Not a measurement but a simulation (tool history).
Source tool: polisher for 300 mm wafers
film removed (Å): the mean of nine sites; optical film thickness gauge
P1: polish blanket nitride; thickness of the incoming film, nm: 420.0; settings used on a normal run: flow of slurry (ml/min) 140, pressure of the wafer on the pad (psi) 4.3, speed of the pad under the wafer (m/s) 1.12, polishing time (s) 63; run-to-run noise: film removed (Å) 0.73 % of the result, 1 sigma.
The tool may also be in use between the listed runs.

| run | day | flow of slurry (ml/min) | pressure of the wafer on the pad (psi) | speed of the pad under the wafer (m/s) | polishing time (s) | wafers polished on this pad | hours since the slurry nozzle was cleaned | hours since the head pressure was calibrated | film removed (Å) |
|---|---|---|---|---|---|---|---|---|---|
| 1 | 0.142 | 140 | 4.3 | 1.12 | 63 | 607 | 435.1 | 262.8 | 1721.40 |
| 2 | 0.304 | 175 | 4.3 | 0.56 | 63 | 657 | 439.0 | 266.7 | 1025.50 |
| 3 | 0.396 | 140 | 4.3 | 1.12 | 28 | 684 | 441.2 | 268.9 | 759.88 |
| 4 | 0.533 | 210 | 4.3 | 1.12 | 63 | 726 | 444.5 | 272.2 | 1825.90 |
| 5 | 0.633 | 140 | 4.3 | 0.50 | 63 | 757 | 446.9 | 274.6 | 900.94 |
| 6 | 0.800 | 105 | 4.3 | 1.76 | 63 | 807 | 450.9 | 278.6 | 2322.10 |
| 7 | 0.900 | 140 | 4.3 | 1.12 | 63 | 838 | 453.3 | 281.0 | 1721.70 |
| 8 | 1.092 | 140 | 2.0 | 1.12 | 63 | 896 | 457.9 | 285.6 | 795.17 |
| 9 | 1.192 | 140 | 4.3 | 1.12 | 63 | 926 | 460.3 | 288.0 | 1715.80 |
| 10 | 1.396 | 140 | 4.3 | 1.12 | 63 | 988 | 465.2 | 292.9 | 1718.30 |
| 11 | 1.588 | 140 | 4.3 | 1.12 | 93 | 1046 | 469.8 | 297.5 | 2526.30 |
| 12 | 1.800 | 85 | 4.3 | 1.12 | 63 | 1111 | 474.9 | 302.6 | 1511.00 |
| 13 | 2.004 | 140 | 4.3 | 1.58 | 63 | 1173 | 479.8 | 307.5 | 2234.80 |
| 14 | 2.162 | 140 | 6.6 | 1.12 | 63 | 1221 | 483.6 | 311.3 | 2629.60 |
| 15 | 2.258 | 140 | 4.3 | 1.12 | 63 | 1250 | 485.9 | 313.6 | 1703.20 |
| 16 | 2.454 | 140 | 4.3 | 1.12 | 63 | 1310 | 490.6 | 318.3 | 1665.40 |
| 17 | 2.575 | 140 | 4.3 | 1.12 | 63 | 1346 | 493.5 | 321.2 | 1639.20 |
| 18 | 2.750 | 140 | 4.3 | 1.12 | 63 | 1399 | 497.7 | 325.4 | 1645.00 |
| 19 | 2.908 | 140 | 4.3 | 1.12 | 63 | 1448 | 501.5 | 329.2 | 1618.20 |
|  | 3.012 | head pressure recalibrated |
| 20 | 3.100 | 140 | 4.3 | 1.12 | 63 | 1506 | 506.1 | 2.1 | 1584.80 |
| 21 | 3.271 | 140 | 4.3 | 1.12 | 63 | 1558 | 510.2 | 6.2 | 1585.00 |
| 22 | 3.479 | 140 | 4.3 | 1.12 | 63 | 1621 | 515.2 | 11.2 | 1574.90 |
| 23 | 3.696 | 140 | 4.3 | 1.12 | 63 | 1687 | 520.4 | 16.4 | 1602.30 |
| 24 | 3.792 | 140 | 4.3 | 1.12 | 63 | 1716 | 522.7 | 18.7 | 1582.90 |
| 25 | 3.925 | 140 | 4.3 | 1.12 | 63 | 1756 | 525.9 | 21.9 | 1578.50 |
| 26 | 4.096 | 140 | 4.3 | 1.12 | 63 | 1808 | 530.0 | 26.0 | 1605.30 |

The output of P1 has drifted from where it used to be. Each of the 2 causes below, taken at the size shown beside it, accounts for the log equally well:
A: removal rate lost through wear of the pad, % = 7.77
B: slurry flow missing at the pad, % = 30.8
The process output started creeping at around day 2.258.
Every other cause this tool's parts could produce, and why it does not fit the log:
head's pressure below its setpoint, %: serviced after onset, at day 3.012, with no recovery of the prior output

Each of the check runs listed below is run on 5 wafers and reports their average, with the results left as question marks. Pick the one under which the possible causes would lead to clearly different results.
| check 1 | 4.267 | 100 | 4.3 | 1.12 | 46 |  |  |  | ? |
| check 2 | 4.267 | 140 | 4.3 | 1.52 | 63 |  |  |  | ? |
| check 3 | 4.267 | 140 | 5.3 | 1.12 | 63 |  |  |  | ? |
| check 4 | 4.267 | 140 | 2.8 | 1.12 | 63 |  |  |  | ? |

What every check run would give for each of its results, assuming each possible cause in turn:
| check | result | if A | if B |
|---|---|---|---|
| check 1 | film removed (Å) | 1070.40 | 1040.80 |
| check 2 | film removed (Å) | 2013.30 | 2013.00 |
| check 3 | film removed (Å) | 1943.70 | 1943.40 |
| check 4 | film removed (Å) | 1026.80 | 1026.70 |
Smallest distance between any two causes, each pair judged by its most separating result, in per cent: check 1 2.8 %; check 2 0.02 %; check 3 0.02 %; check 4 0.02 %
Of the check runs offered, only check 1 discriminates between the causes; the rest would read about the same regardless of which cause applies.

Running check 1 produced the following: film removed (Å) 1039.20. Which one of the listed causes fits?

B is the cause: slurry flow missing at the pad, %.
